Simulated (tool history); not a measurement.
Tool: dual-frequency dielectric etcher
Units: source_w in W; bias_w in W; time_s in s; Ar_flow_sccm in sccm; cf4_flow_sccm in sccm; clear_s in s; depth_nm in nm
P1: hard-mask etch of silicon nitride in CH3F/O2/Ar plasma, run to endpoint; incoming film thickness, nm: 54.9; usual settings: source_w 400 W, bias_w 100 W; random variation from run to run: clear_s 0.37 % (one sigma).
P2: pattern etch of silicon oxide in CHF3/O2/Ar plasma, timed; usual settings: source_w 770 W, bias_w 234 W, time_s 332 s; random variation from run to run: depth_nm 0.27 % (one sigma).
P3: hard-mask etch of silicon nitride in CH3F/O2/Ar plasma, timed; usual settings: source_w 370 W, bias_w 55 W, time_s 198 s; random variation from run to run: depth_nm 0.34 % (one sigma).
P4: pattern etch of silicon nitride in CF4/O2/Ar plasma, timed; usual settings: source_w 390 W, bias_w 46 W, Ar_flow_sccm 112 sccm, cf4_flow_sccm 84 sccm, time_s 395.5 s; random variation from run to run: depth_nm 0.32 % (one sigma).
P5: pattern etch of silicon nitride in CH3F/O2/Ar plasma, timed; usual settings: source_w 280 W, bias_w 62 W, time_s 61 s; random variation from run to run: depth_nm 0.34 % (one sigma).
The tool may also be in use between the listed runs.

| run | hour | process | source_w | bias_w | time_s | Ar_flow_sccm | cf4_flow_sccm | hours since the last wet clean | hours since the last source power generator calibration | hours since the last bias power generator calibration | clear_s | depth_nm |
|---|---|---|---|---|---|---|---|---|---|---|---|---|
| 1 | 4.8 | P1 | 400 | 100 |  |  |  | 199.5 | 1036.1 | 2224.1 | 71.206 |  |
| 2 | 9.5 | P1 | 400 | 100 |  |  |  | 204.2 | 1040.8 | 2228.8 | 71.16 |  |
| 3 | 12.6 | P3 | 370 | 55 | 281.5 |  |  | 207.3 | 1043.9 | 2231.9 |  | 176.58 |
| 4 | 17.9 | P3 | 370 | 55 | 198 |  |  | 212.6 | 1049.2 | 2237.2 |  | 124.43 |
| 5 | 22.1 | P1 | 400 | 100 |  |  |  | 216.8 | 1053.4 | 2241.4 | 71.498 |  |
| 6 | 26.2 | P1 | 400 | 100 |  |  |  | 220.9 | 1057.5 | 2245.5 | 71.636 |  |
| 7 | 29.2 | P2 | 770 | 234 | 480.5 |  |  | 223.9 | 1060.5 | 2248.5 |  | 1162.2 |
| 8 | 33.9 | P4 | 390 | 46 | 284.5 | 112 | 84 | 228.6 | 1065.2 | 2253.2 |  | 400.69 |
| 9 | 39.2 | P1 | 480 | 139 |  |  |  | 233.9 | 1070.5 | 2258.5 | 59.042 |  |
| 10 | 42.3 | P5 | 280 | 62 | 42 |  |  | 237 | 1073.6 | 2261.6 |  | 24.579 |
| 11 | 46.1 | P4 | 390 | 46 | 395.5 | 78 | 84 | 240.8 | 1077.4 | 2265.4 |  | 586.72 |
| 12 | 51.4 | P2 | 540 | 234 | 332 |  |  | 246.1 | 1082.7 | 2270.7 |  | 705.94 |
| 13 | 55.9 | P1 | 480 | 100 |  |  |  | 250.6 | 1087.2 | 2275.2 | 66.48 |  |
| 14 | 60.9 | P4 | 390 | 36 | 395.5 | 112 | 84 | 255.6 | 1092.2 | 2280.2 |  | 509.6 |
|  | 62 | wet clean of the chamber |
| 15 | 63.9 | P2 | 770 | 234 | 332 |  |  | 2 | 1095.2 | 2283.2 |  | 806.3 |
| 16 | 66.7 | P5 | 280 | 62 | 61 |  |  | 4.8 | 1098 | 2286 |  | 35.662 |
| 17 | 72.2 | P2 | 770 | 324 | 332 |  |  | 10.3 | 1103.5 | 2291.5 |  | 907.59 |
| 18 | 75.9 | P1 | 400 | 138 |  |  |  | 14 | 1107.2 | 2295.2 | 62.755 |  |
| 19 | 78.6 | P4 | 240 | 46 | 395.5 | 112 | 84 | 16.7 | 1109.9 | 2297.9 |  | 367.62 |
| 20 | 81.8 | P5 | 280 | 85 | 61 |  |  | 19.9 | 1113.1 | 2301.1 |  | 40.432 |
| 21 | 86.5 | P4 | 390 | 46 | 395.5 | 112 | 84 | 24.6 | 1117.8 | 2305.8 |  | 557.48 |
| 22 | 89 | P1 | 320 | 100 |  |  |  | 27.1 | 1120.3 | 2308.3 | 77.283 |  |
| 23 | 93 | P1 | 400 | 67 |  |  |  | 31.1 | 1124.3 | 2312.3 | 81.733 |  |
| 24 | 97.6 | P5 | 210 | 62 | 61 |  |  | 35.7 | 1128.9 | 2316.9 |  | 32.194 |
| 25 | 101.9 | P1 | 400 | 100 |  |  |  | 40 | 1133.2 | 2321.2 | 71.128 |  |
| 26 | 105.4 | P4 | 390 | 46 | 395.5 | 112 | 109 | 43.5 | 1136.7 | 2324.7 |  | 574.23 |
| 27 | 109.2 | P3 | 370 | 78 | 198 |  |  | 47.3 | 1140.5 | 2328.5 |  | 140.39 |
| 28 | 112 | P1 | 310 | 84 |  |  |  | 50.1 | 1143.3 | 2331.3 | 83.938 |  |
| 29 | 114.4 | P2 | 770 | 234 | 332 |  |  | 52.5 | 1145.7 | 2333.7 |  | 810.76 |
| 30 | 118.7 | P3 | 450 | 55 | 198 |  |  | 56.8 | 1150 | 2338 |  | 134.31 |
| 31 | 122.6 | P1 | 400 | 100 |  |  |  | 60.7 | 1153.9 | 2341.9 | 70.966 |  |
| 32 | 128 | P1 | 400 | 100 |  |  |  | 66.1 | 1159.3 | 2347.3 | 70.886 |  |
| 33 | 131.4 | P1 | 400 | 100 |  |  |  | 69.5 | 1162.7 | 2350.7 | 71.4 |  |
| 34 | 135.3 | P1 | 400 | 100 |  |  |  | 73.4 | 1166.6 | 2354.6 | 72.216 |  |
| 35 | 139 | P1 | 400 | 100 |  |  |  | 77.1 | 1170.3 | 2358.3 | 72.394 |  |
| 36 | 142.2 | P1 | 400 | 100 |  |  |  | 80.3 | 1173.5 | 2361.5 | 71.886 |  |
|  | 146.4 | wet clean of the chamber |
| 37 | 147.6 | P1 | 400 | 100 |  |  |  | 1.3 | 1178.9 | 2366.9 | 72.609 |  |
| 38 | 151.1 | P1 | 400 | 100 |  |  |  | 4.8 | 1182.4 | 2370.4 | 72.011 |  |
| 39 | 155.1 | P1 | 400 | 100 |  |  |  | 8.8 | 1186.4 | 2374.4 | 73.099 |  |
| 40 | 160.1 | P1 | 400 | 100 |  |  |  | 13.8 | 1191.4 | 2379.4 | 72.352 |  |

What P1 gives has crept away from where it was. These 2 causes fit the log equally well, each at the size given:
A: source power that arrives under what is set, % = 4.88
B: bias power that arrives under what is set, % = 4.96
The creep began at about hour 128.
Why every other cause is out:
chamber walls in a state that lowers the etch rate, %: serviced at hour 146.4, which brought nothing back

4 check runs are offered, one wafer each, their results left as question marks. Which one tells the causes apart?
| check 1 | 165.1 | P4 | 390 | 46 | 395.5 | 112 | 84 |  |  |  |  | ? |
| check 2 | 165.1 | P5 | 280 | 62 | 61 |  |  |  |  |  |  | ? |
| check 3 | 165.1 | P3 | 370 | 55 | 198 |  |  |  |  |  |  | ? |
| check 4 | 165.1 | P2 | 770 | 234 | 332 |  |  |  |  |  |  | ? |

What each check would give under each cause:
| check | result | if A | if B |
|---|---|---|---|
| check 1 | depth_nm | 533.47 | 546.24 |
| check 2 | depth_nm | 35.168 | 35.23 |
| check 3 | depth_nm | 121.98 | 122.33 |
| check 4 | depth_nm | 790.44 | 791.49 |
How far apart the two closest causes lie, in the result that separates them most: check 1 2.37 %; check 2 0.18 %; check 3 0.29 %; check 4 0.13 %
Only check 1 tells the causes apart: in the others they would give nearly the same result.

Then check 1 was run and gave: depth_nm 547.08 nm. Which cause is it?

It is B: bias power that arrives under what is set, %.
